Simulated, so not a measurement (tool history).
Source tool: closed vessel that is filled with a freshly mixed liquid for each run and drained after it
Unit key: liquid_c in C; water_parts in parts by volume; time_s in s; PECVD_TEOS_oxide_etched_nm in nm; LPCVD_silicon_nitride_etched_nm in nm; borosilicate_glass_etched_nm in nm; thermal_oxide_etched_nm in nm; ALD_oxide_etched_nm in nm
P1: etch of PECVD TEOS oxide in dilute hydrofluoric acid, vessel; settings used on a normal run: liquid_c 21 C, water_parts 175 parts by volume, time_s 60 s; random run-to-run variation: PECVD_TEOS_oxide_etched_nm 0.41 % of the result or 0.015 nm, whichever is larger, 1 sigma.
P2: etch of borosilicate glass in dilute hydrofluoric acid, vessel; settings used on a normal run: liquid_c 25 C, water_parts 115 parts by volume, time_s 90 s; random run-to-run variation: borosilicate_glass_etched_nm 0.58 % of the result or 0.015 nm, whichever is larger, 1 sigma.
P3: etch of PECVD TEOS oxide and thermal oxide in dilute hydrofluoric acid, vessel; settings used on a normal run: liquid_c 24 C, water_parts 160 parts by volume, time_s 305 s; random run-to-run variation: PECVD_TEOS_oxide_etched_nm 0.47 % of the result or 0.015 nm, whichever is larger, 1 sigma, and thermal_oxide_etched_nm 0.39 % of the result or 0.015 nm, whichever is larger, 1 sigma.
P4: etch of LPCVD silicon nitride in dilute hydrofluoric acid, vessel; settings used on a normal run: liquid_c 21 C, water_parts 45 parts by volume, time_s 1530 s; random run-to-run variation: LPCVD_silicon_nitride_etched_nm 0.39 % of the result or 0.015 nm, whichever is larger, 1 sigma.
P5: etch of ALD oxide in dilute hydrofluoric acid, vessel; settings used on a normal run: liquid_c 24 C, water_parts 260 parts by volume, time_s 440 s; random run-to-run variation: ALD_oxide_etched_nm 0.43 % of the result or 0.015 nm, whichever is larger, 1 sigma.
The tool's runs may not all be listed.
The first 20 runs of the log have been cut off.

run   hour  process  liquid_c  water_parts  time_s  PECVD_TEOS_oxide_etched_nm  LPCVD_silicon_nitride_etched_nm  borosilicate_glass_etched_nm  thermal_oxide_etched_nm  ALD_oxide_etched_nm
 21  110.3       P1        21          175     100                      8.3457
 22  115.5       P1        21          175      60                      4.9589
 23  119.4       P1        21          175      60                      5.0037
 24  123.2       P5        24          260     440                                                                                                                                   39.647
 25  126.5       P3        17          160     305                      18.954                                                                                  6.0446
 26    133       P1        17           55      60                       15.46
 27  137.7       P1      28.5          175      60                      6.6167
 28  142.8       P1        21          290      60                      2.7477
 29  147.3       P5        24          260     770                                                                                                                                   69.824
 30  150.5       P1        21          175      60                      5.0189
 31  156.5       P4        21           25    1530                                                       27.717
 32  160.8       P2        25          210      90                                                                                     16.834
 33  165.9       P1        21          175      60                      4.9851
 34  169.6       P1        21          175      60                      5.0998
 35  173.3       P1        21          175      60                      5.1525
 36    180       P1        21          175      60                       5.207
 37  184.1       P1        21          175      60                      5.2567
 38  187.5       P1        21          175      60                      5.3179
 39  192.6       P1        21          175      60                       5.323

Run 40 is up next; what results do you expect?
 40  196.9       P1        21          175      60                           ?

PECVD_TEOS_oxide_etched_nm: 5.3103 nm
